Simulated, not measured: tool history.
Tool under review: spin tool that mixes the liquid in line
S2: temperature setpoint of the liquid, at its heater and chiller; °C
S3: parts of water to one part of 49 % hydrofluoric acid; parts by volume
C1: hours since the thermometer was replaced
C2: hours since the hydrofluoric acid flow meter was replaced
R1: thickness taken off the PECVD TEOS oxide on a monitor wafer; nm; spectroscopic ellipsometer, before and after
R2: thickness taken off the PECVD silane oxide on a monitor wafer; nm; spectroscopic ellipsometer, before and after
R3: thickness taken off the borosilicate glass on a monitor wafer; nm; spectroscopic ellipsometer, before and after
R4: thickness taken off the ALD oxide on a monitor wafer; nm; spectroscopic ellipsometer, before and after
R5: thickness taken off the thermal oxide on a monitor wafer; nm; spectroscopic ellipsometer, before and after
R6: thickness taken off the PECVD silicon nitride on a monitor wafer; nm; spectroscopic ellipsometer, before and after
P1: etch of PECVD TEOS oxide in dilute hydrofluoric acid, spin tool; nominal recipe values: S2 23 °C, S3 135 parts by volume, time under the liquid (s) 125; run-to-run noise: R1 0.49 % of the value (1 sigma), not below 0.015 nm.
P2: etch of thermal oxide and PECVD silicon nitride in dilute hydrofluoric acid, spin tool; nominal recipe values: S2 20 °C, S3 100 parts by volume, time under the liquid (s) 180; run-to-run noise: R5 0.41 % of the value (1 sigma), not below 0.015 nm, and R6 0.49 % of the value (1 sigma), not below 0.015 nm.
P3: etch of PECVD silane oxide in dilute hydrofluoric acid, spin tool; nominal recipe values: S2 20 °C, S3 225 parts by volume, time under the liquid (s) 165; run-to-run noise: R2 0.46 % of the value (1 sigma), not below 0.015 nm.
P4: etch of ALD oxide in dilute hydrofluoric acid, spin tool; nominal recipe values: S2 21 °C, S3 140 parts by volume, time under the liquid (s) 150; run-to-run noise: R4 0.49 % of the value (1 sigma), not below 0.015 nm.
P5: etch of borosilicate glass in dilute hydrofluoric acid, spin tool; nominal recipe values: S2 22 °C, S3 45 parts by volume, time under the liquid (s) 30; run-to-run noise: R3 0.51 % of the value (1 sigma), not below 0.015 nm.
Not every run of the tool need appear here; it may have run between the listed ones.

Run 1, hour 8.4: process that ran P1, S2 23 °C, S3 135 parts by volume, time under the liquid (s) 125; C1 881.5; C2 773.6. Result: R1 7.2486 nm.
Run 2, hour 15: process that ran P1, S2 23 °C, S3 135 parts by volume, time under the liquid (s) 215; C1 888.1; C2 780.2. Result: R1 12.37 nm.
Run 3, hour 28.5: process that ran P1, S2 23 °C, S3 135 parts by volume, time under the liquid (s) 125; C1 901.6; C2 793.7. Result: R1 7.221 nm.
Run 4, hour 39.5: process that ran P1, S2 23 °C, S3 135 parts by volume, time under the liquid (s) 125; C1 912.6; C2 804.7. Result: R1 7.2499 nm.
Run 5, hour 52.5: process that ran P3, S2 20 °C, S3 225 parts by volume, time under the liquid (s) 165; C1 925.6; C2 817.7. Result: R2 17.575 nm.
Run 6, hour 61.1: process that ran P3, S2 20 °C, S3 225 parts by volume, time under the liquid (s) 165; C1 934.2; C2 826.3. Result: R2 17.62 nm.
Run 7, hour 69.8: process that ran P1, S2 27 °C, S3 135 parts by volume, time under the liquid (s) 125; C1 942.9; C2 835. Result: R1 8.468 nm.
Run 8, hour 80.4: process that ran P5, S2 22 °C, S3 70 parts by volume, time under the liquid (s) 30; C1 953.5; C2 845.6. Result: R3 11.255 nm.
Run 9, hour 91.1: process that ran P4, S2 21 °C, S3 140 parts by volume, time under the liquid (s) 250; C1 964.2; C2 856.3. Result: R4 30.242 nm.
At hour 92.6: thermometer replaced.
Run 10, hour 101.4: process that ran P1, S2 23 °C, S3 135 parts by volume, time under the liquid (s) 125; C1 8.8; C2 866.6. Result: R1 7.1618 nm.
Run 11, hour 112: process that ran P1, S2 23 °C, S3 135 parts by volume, time under the liquid (s) 125; C1 19.4; C2 877.2. Result: R1 7.2288 nm.
Run 12, hour 121.3: process that ran P5, S2 22 °C, S3 45 parts by volume, time under the liquid (s) 30; C1 28.7; C2 886.5. Result: R3 18.082 nm.
Run 13, hour 128.3: process that ran P1, S2 23 °C, S3 195 parts by volume, time under the liquid (s) 55; C1 35.7; C2 893.5. Result: R1 2.1104 nm.
Run 14, hour 139.2: process that ran P5, S2 29 °C, S3 45 parts by volume, time under the liquid (s) 30; C1 46.6; C2 904.4. Result: R3 24.181 nm.
Run 15, hour 152.9: process that ran P2, S2 25.5 °C, S3 100 parts by volume, time under the liquid (s) 180; C1 60.3; C2 918.1. Result: R5 8.8348 nm, R6 7.8122 nm.
Run 16, hour 162.1: process that ran P1, S2 23 °C, S3 20 parts by volume, time under the liquid (s) 125; C1 69.5; C2 927.3. Result: R1 56.55 nm.
Run 17, hour 171.2: process that ran P5, S2 22 °C, S3 45 parts by volume, time under the liquid (s) 30; C1 78.6; C2 936.4. Result: R3 18.186 nm.
Run 18, hour 185.7: process that ran P1, S2 23 °C, S3 235 parts by volume, time under the liquid (s) 125; C1 93.1; C2 950.9. Result: R1 3.7727 nm.
Run 19, hour 200.4: process that ran P1, S2 23 °C, S3 135 parts by volume, time under the liquid (s) 125; C1 107.8; C2 965.6. Result: R1 7.2293 nm.
Run 20, hour 215.3: process that ran P1, S2 18.5 °C, S3 135 parts by volume, time under the liquid (s) 185; C1 122.7; C2 980.5. Result: R1 8.9818 nm.
Run 21, hour 223.6: process that ran P2, S2 20 °C, S3 100 parts by volume, time under the liquid (s) 180; C1 131; C2 988.8. Result: R5 7.1507 nm, R6 5.3938 nm.
Run 22, hour 235.2: process that ran P2, S2 20 °C, S3 100 parts by volume, time under the liquid (s) 180; C1 142.6; C2 1000.4. Result: R5 7.1133 nm, R6 5.3551 nm.
Run 23, hour 245.4: process that ran P1, S2 17.5 °C, S3 135 parts by volume, time under the liquid (s) 125; C1 152.8; C2 1010.6. Result: R1 5.7955 nm.

Run 24 is up next; what results do you expect?
Run 24, hour 255.2: process that ran P1, S2 23 °C, S3 135 parts by volume, time under the liquid (s) 125; C1 162.6; C2 1020.4. Result: R1 ?.

{"run 24": {"R1": 7.2779}}
